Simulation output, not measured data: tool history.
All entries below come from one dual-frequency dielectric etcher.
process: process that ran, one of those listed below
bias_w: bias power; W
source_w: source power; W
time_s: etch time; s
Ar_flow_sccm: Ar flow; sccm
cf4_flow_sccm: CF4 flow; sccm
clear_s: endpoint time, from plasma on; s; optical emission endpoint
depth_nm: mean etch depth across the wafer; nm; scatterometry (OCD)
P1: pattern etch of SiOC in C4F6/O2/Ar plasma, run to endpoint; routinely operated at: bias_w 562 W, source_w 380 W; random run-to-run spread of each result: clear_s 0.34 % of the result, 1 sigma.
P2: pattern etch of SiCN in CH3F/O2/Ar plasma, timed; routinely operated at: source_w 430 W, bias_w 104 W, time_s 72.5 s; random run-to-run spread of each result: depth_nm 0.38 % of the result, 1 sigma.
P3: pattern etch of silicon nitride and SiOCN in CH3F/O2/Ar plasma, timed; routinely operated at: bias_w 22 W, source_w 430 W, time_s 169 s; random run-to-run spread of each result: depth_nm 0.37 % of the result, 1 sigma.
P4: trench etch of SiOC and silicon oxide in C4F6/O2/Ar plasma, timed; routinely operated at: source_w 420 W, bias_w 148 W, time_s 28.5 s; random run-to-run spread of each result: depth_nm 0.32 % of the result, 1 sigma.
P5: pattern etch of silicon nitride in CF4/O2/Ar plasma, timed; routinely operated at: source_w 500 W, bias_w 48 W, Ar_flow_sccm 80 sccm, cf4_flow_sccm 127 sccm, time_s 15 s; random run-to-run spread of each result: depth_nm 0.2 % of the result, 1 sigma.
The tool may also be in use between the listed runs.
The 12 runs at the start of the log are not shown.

run    day  process  bias_w  source_w  time_s  Ar_flow_sccm  cf4_flow_sccm  hours since the last wet clean  hours since the last bias power generator calibration  hours since the last source power generator calibration  clear_s  depth_nm
 13  3.625       P5      48       330      15            80            127                           366.3                                                 1829.5                                                    488.6             20.167
 14  3.942       P1     468       460                                                                373.9                                                 1837.1                                                    496.2   11.514
 15  4.238       P1     562       380                                                                  381                                                 1844.2                                                    503.3   11.562
 16  4.471       P1     562       380                                                                386.6                                                 1849.8                                                    508.9   11.569
 17  4.804       P1     340       380                                                                394.6                                                 1857.8                                                    516.9   13.909
 18  4.971       P5      48       500    11.5            80            127                           398.6                                                 1861.8                                                    520.9             22.228
 19  5.262       P1     756       240                                                                405.6                                                 1868.8                                                    527.9   12.235
 20  5.479       P3      16       430     169                                                        410.8                                                   1874                                                    533.1             20.325
 21   5.75       P5      48       500      15            80            127                           417.3                                                 1880.5                                                    539.6             29.006
 22  6.062       P4     100       420    28.5                                                        424.8                                                   1888                                                    547.1             47.769
 23  6.412       P1     709       380                                                                433.2                                                 1896.4                                                    555.5   10.572
 24  6.646       P5      48       500      15            80            101                           438.8                                                   1902                                                    561.1             28.266
 25  6.867       P1     661       530                                                                444.1                                                 1907.3                                                    566.4   9.6178
 26  7.038       P4     148       420    36.5                                                        448.2                                                 1911.4                                                    570.5             68.186
 27  7.317       P3      22       610     169                                                        454.9                                                 1918.1                                                    577.2             26.244
 28  7.592       P2     104       430    72.5                                                        461.5                                                 1924.7                                                    583.8             32.622
 29  7.775       P3      22       430     169                                                        465.9                                                 1929.1                                                    588.2             23.422
 30  8.125       P5      48       500      15            49            127                           474.3                                                 1937.5                                                    596.6              30.29
 31  8.388       P2     104       430    49.5                                                        480.6                                                 1943.8                                                    602.9             22.491
 32  8.754       P5      59       500      15            80            127                           489.4                                                 1952.6                                                    611.7             31.192
 33  8.988       P1     562       380                                                                  495                                                 1958.2                                                    617.3   11.544

Estimate the outcome of run 34 from the log above:
 34  9.275       P1     562       380                                                                501.9                                                 1965.1                                                    624.2        ?

{"run 34": {"clear_s": 11.552}}
